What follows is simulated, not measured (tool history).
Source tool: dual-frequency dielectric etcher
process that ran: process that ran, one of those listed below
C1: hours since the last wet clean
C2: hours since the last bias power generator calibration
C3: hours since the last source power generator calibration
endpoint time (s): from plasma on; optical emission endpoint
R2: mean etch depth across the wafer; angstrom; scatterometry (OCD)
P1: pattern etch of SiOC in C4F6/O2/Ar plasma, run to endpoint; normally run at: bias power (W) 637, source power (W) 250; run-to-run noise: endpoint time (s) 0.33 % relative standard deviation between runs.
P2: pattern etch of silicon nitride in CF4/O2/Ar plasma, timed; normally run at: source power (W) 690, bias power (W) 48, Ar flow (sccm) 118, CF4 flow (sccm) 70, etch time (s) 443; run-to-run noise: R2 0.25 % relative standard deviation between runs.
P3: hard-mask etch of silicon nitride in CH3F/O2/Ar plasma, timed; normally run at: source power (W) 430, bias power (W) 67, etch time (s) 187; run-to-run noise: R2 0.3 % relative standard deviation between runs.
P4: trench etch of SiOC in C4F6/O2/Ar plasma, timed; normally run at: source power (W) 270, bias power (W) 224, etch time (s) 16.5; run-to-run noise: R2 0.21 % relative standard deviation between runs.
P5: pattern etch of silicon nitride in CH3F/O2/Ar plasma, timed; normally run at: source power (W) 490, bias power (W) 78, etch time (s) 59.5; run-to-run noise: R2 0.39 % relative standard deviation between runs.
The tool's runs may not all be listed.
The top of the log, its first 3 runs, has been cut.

{"run": 4, "hour": 24.8, "process that ran": "P3", "bias power (W)": 67, "source power (W)": 430, "etch time (s)": 268.5, "C1": 206.7, "C2": 1839.2, "C3": 766.2, "R2": 1920.6}
{"run": 5, "hour": 30.7, "process that ran": "P3", "bias power (W)": 67, "source power (W)": 430, "etch time (s)": 187, "C1": 212.6, "C2": 1845.1, "C3": 772.1, "R2": 1330.6}
{"run": 6, "hour": 37.0, "process that ran": "P1", "bias power (W)": 637, "source power (W)": 250, "C1": 218.9, "C2": 1851.4, "C3": 778.4, "endpoint time (s)": 12.066}
{"run": 7, "hour": 44.1, "process that ran": "P5", "bias power (W)": 57, "source power (W)": 490, "etch time (s)": 59.5, "C1": 226, "C2": 1858.5, "C3": 785.5, "R2": 424.55}
{"run": 8, "hour": 53.0, "process that ran": "P1", "bias power (W)": 881, "source power (W)": 250, "C1": 234.9, "C2": 1867.4, "C3": 794.4, "endpoint time (s)": 10.623}
{"run": 9, "hour": 62.6, "process that ran": "P2", "bias power (W)": 58, "source power (W)": 690, "etch time (s)": 443, "Ar flow (sccm)": 118, "CF4 flow (sccm)": 70, "C1": 244.5, "C2": 1877, "C3": 804, "R2": 11047}
{"run": 10, "hour": 69.1, "process that ran": "P5", "bias power (W)": 78, "source power (W)": 490, "etch time (s)": 59.5, "C1": 251, "C2": 1883.5, "C3": 810.5, "R2": 468.77}
{"run": 11, "hour": 74.1, "process that ran": "P2", "bias power (W)": 48, "source power (W)": 460, "etch time (s)": 443, "Ar flow (sccm)": 118, "CF4 flow (sccm)": 70, "C1": 256, "C2": 1888.5, "C3": 815.5, "R2": 7270.2}
{"run": 12, "hour": 79.8, "process that ran": "P4", "bias power (W)": 224, "source power (W)": 270, "etch time (s)": 16.5, "C1": 261.7, "C2": 1894.2, "C3": 821.2, "R2": 312.31}
{"run": 13, "hour": 86.4, "process that ran": "P2", "bias power (W)": 48, "source power (W)": 690, "etch time (s)": 443, "Ar flow (sccm)": 118, "CF4 flow (sccm)": 70, "C1": 268.3, "C2": 1900.8, "C3": 827.8, "R2": 10285}
{"run": 14, "hour": 91.3, "process that ran": "P1", "bias power (W)": 820, "source power (W)": 320, "C1": 273.2, "C2": 1905.7, "C3": 832.7, "endpoint time (s)": 9.9988}
{"run": 15, "hour": 99.0, "process that ran": "P2", "bias power (W)": 48, "source power (W)": 690, "etch time (s)": 549.5, "Ar flow (sccm)": 118, "CF4 flow (sccm)": 70, "C1": 280.9, "C2": 1913.4, "C3": 840.4, "R2": 12762}
{"run": 16, "hour": 104.3, "process that ran": "P1", "bias power (W)": 637, "source power (W)": 330, "C1": 286.2, "C2": 1918.7, "C3": 845.7, "endpoint time (s)": 10.936}
{"run": 17, "hour": 112.8, "process that ran": "P1", "bias power (W)": 637, "source power (W)": 250, "C1": 294.7, "C2": 1927.2, "C3": 854.2, "endpoint time (s)": 12.067}
{"run": 18, "hour": 119.7, "process that ran": "P2", "bias power (W)": 48, "source power (W)": 690, "etch time (s)": 443, "Ar flow (sccm)": 70, "CF4 flow (sccm)": 70, "C1": 301.6, "C2": 1934.1, "C3": 861.1, "R2": 11066}
{"run": 19, "hour": 124.5, "process that ran": "P4", "bias power (W)": 224, "source power (W)": 270, "etch time (s)": 22, "C1": 306.4, "C2": 1938.9, "C3": 865.9, "R2": 416.47}
{"run": 20, "hour": 130.8, "process that ran": "P2", "bias power (W)": 48, "source power (W)": 690, "etch time (s)": 443, "Ar flow (sccm)": 118, "CF4 flow (sccm)": 49, "C1": 312.7, "C2": 1945.2, "C3": 872.2, "R2": 9723.6}
{"hour": 133.4, "done": "source power generator calibrated"}
{"run": 21, "hour": 139.2, "process that ran": "P1", "bias power (W)": 637, "source power (W)": 190, "C1": 321.1, "C2": 1953.6, "C3": 5.9, "endpoint time (s)": 13.38}

Forecast run 22:
{"run": 22, "hour": 145.1, "process that ran": "P3", "bias power (W)": 54, "source power (W)": 430, "etch time (s)": 187, "C1": 327, "C2": 1959.5, "C3": 11.8, "R2": "?"}

Run 22 yielded R2 1250 angstrom.
